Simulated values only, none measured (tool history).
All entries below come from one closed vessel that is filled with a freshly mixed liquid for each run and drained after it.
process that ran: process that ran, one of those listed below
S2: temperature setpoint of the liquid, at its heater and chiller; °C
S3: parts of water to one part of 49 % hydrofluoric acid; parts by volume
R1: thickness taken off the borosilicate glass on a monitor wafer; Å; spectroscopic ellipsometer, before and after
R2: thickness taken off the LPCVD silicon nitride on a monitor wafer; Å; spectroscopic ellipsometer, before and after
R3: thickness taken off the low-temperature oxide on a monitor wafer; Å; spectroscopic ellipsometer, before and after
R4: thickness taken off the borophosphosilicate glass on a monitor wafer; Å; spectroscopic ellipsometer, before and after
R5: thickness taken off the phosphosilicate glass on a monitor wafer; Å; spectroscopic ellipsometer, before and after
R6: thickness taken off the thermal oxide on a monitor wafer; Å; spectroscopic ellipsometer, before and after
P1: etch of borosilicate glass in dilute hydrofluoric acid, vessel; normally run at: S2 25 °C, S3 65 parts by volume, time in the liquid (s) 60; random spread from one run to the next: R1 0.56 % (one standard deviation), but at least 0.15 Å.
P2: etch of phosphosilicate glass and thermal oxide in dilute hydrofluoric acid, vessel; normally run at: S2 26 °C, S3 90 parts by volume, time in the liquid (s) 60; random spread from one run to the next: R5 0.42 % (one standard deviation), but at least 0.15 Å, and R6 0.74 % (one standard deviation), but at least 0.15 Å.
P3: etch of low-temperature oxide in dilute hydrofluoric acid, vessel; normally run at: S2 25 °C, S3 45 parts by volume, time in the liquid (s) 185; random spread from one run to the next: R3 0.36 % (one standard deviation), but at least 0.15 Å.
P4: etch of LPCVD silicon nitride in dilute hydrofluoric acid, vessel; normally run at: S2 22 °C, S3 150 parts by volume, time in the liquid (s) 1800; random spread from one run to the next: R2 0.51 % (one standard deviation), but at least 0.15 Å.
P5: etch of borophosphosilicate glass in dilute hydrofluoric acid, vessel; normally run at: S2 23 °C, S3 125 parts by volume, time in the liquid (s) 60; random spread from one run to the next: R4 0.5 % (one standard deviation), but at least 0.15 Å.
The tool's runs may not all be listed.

run 1 hour=9.1 | process_that_ran=P1 S2=25 S3=65 time_in_the_liquid_(s)=60 | R1=224.65
run 2 hour=16.8 | process_that_ran=P1 S2=19.5 S3=40 time_in_the_liquid_(s)=60 | R1=301.16
run 3 hour=24.3 | process_that_ran=P4 S2=22 S3=75 time_in_the_liquid_(s)=1800 | R2=107.22
run 4 hour=31.9 | process_that_ran=P3 S2=25 S3=45 time_in_the_liquid_(s)=185 | R3=485.28
run 5 hour=40 | process_that_ran=P5 S2=23 S3=125 time_in_the_liquid_(s)=60 | R4=216.62
run 6 hour=49.6 | process_that_ran=P4 S2=22 S3=150 time_in_the_liquid_(s)=3240 | R2=98.12
run 7 hour=56.8 | process_that_ran=P5 S2=23 S3=215 time_in_the_liquid_(s)=60 | R4=114.96
run 8 hour=62 | process_that_ran=P4 S2=22 S3=150 time_in_the_liquid_(s)=1800 | R2=53.686
run 9 hour=70.7 | process_that_ran=P1 S2=21.5 S3=65 time_in_the_liquid_(s)=60 | R1=194.36
run 10 hour=76.8 | process_that_ran=P1 S2=25 S3=40 time_in_the_liquid_(s)=60 | R1=375.03
run 11 hour=86.5 | process_that_ran=P1 S2=25 S3=65 time_in_the_liquid_(s)=60 | R1=223.26
run 12 hour=92.7 | process_that_ran=P1 S2=17.5 S3=65 time_in_the_liquid_(s)=95 | R1=259.62
run 13 hour=98.1 | process_that_ran=P1 S2=32 S3=65 time_in_the_liquid_(s)=60 | R1=296.68
run 14 hour=106.6 | process_that_ran=P3 S2=25 S3=45 time_in_the_liquid_(s)=280 | R3=733.18
run 15 hour=113 | process_that_ran=P3 S2=25 S3=65 time_in_the_liquid_(s)=185 | R3=327.89
run 16 hour=117.2 | process_that_ran=P1 S2=25 S3=110 time_in_the_liquid_(s)=60 | R1=125.54
run 17 hour=125.3 | process_that_ran=P1 S2=25 S3=65 time_in_the_liquid_(s)=100 | R1=373.02
run 18 hour=129.9 | process_that_ran=P2 S2=26 S3=90 time_in_the_liquid_(s)=60 | R5=1079.7 R6=33.534
run 19 hour=135.8 | process_that_ran=P2 S2=29.5 S3=90 time_in_the_liquid_(s)=60 | R5=1237 R6=38.256
run 20 hour=142.4 | process_that_ran=P2 S2=26 S3=140 time_in_the_liquid_(s)=60 | R5=646.22 R6=19.867
run 21 hour=151.6 | process_that_ran=P3 S2=25 S3=45 time_in_the_liquid_(s)=185 | R3=487.59
run 22 hour=159.2 | process_that_ran=P2 S2=26 S3=90 time_in_the_liquid_(s)=30 | R5=535.06 R6=16.703
run 23 hour=168.9 | process_that_ran=P1 S2=25 S3=65 time_in_the_liquid_(s)=60 | R1=227.4
run 24 hour=175.3 | process_that_ran=P3 S2=20 S3=45 time_in_the_liquid_(s)=185 | R3=396.48
run 25 hour=184.2 | process_that_ran=P1 S2=25 S3=65 time_in_the_liquid_(s)=60 | R1=223.56
run 26 hour=192.2 | process_that_ran=P5 S2=17.5 S3=125 time_in_the_liquid_(s)=60 | R4=173
run 27 hour=200.2 | process_that_ran=P1 S2=25 S3=65 time_in_the_liquid_(s)=60 | R1=224.3
run 28 hour=204.8 | process_that_ran=P1 S2=25 S3=65 time_in_the_liquid_(s)=30 | R1=113.3
run 29 hour=213.9 | process_that_ran=P5 S2=23 S3=125 time_in_the_liquid_(s)=60 | R4=217.27
run 30 hour=218.8 | process_that_ran=P5 S2=23 S3=125 time_in_the_liquid_(s)=110 | R4=397.38
run 31 hour=227.4 | process_that_ran=P4 S2=17 S3=150 time_in_the_liquid_(s)=1800 | R2=39.031
run 32 hour=236.1 | process_that_ran=P1 S2=25 S3=65 time_in_the_liquid_(s)=60 | R1=223.82
run 33 hour=240.3 | process_that_ran=P1 S2=25 S3=65 time_in_the_liquid_(s)=60 | R1=224.46
run 34 hour=249 | process_that_ran=P1 S2=25 S3=65 time_in_the_liquid_(s)=60 | R1=232.39
run 35 hour=258.1 | process_that_ran=P1 S2=25 S3=65 time_in_the_liquid_(s)=60 | R1=237.59
run 36 hour=262.8 | process_that_ran=P1 S2=25 S3=65 time_in_the_liquid_(s)=60 | R1=235.41
run 37 hour=268.2 | process_that_ran=P1 S2=25 S3=65 time_in_the_liquid_(s)=60 | R1=238.12
run 38 hour=277.1 | process_that_ran=P1 S2=25 S3=65 time_in_the_liquid_(s)=60 | R1=241.69
run 39 hour=282.8 | process_that_ran=P1 S2=25 S3=65 time_in_the_liquid_(s)=60 | R1=238.84
run 40 hour=288 | process_that_ran=P1 S2=25 S3=65 time_in_the_liquid_(s)=60 | R1=241.56
run 41 hour=297 | process_that_ran=P1 S2=25 S3=65 time_in_the_liquid_(s)=60 | R1=240.98
run 42 hour=304.3 | process_that_ran=P1 S2=25 S3=65 time_in_the_liquid_(s)=60 | R1=239.82

What P1 gives has crept away from where it was. These 2 causes fit the log equally well, each at the size given:
A: hydrofluoric acid flow above the setpoint (%) = 6.67
B: liquid hotter than its thermometer reads (K) = 1.75
At approximately hour 240.3, the process output began to creep.

Below are 4 check runs, each on a single wafer, with their results shown as question marks. Which of them would tell the listed causes apart, meaning the causes would give clearly different results under it?
run check 1 hour=311.6 | process_that_ran=P3 S2=25 S3=45 time_in_the_liquid_(s)=185 | R3=?
run check 2 hour=311.6 | process_that_ran=P5 S2=23 S3=125 time_in_the_liquid_(s)=60 | R4=?
run check 3 hour=311.6 | process_that_ran=P2 S2=26 S3=90 time_in_the_liquid_(s)=60 | R5=? R6=?
run check 4 hour=311.6 | process_that_ran=P4 S2=22 S3=150 time_in_the_liquid_(s)=1800 | R2=?

What every check run would give for each of its results, assuming each possible cause in turn:
check=check_1 result=R3 if_A=519.81 if_B=521.33
check=check_2 result=R4 if_A=233.01 if_B=231.73
check=check_3 result=R5 if_A=1153.6 if_B=1149.1
check=check_3 result=R6 if_A=35.738 if_B=35.598
check=check_4 result=R2 if_A=57.807 if_B=60.809
Distance between the nearest two causes, measured in the result of the check that separates them most: check 1 0.29 %; check 2 0.55 %; check 3 0.39 %; check 4 5.06 %
Check 4 tells the causes apart: in the others they would give nearly the same result.

The results of check 4 are: R2 60.884 Å. Based on these, which of the listed causes is it?

It is B: liquid hotter than its thermometer reads (K).
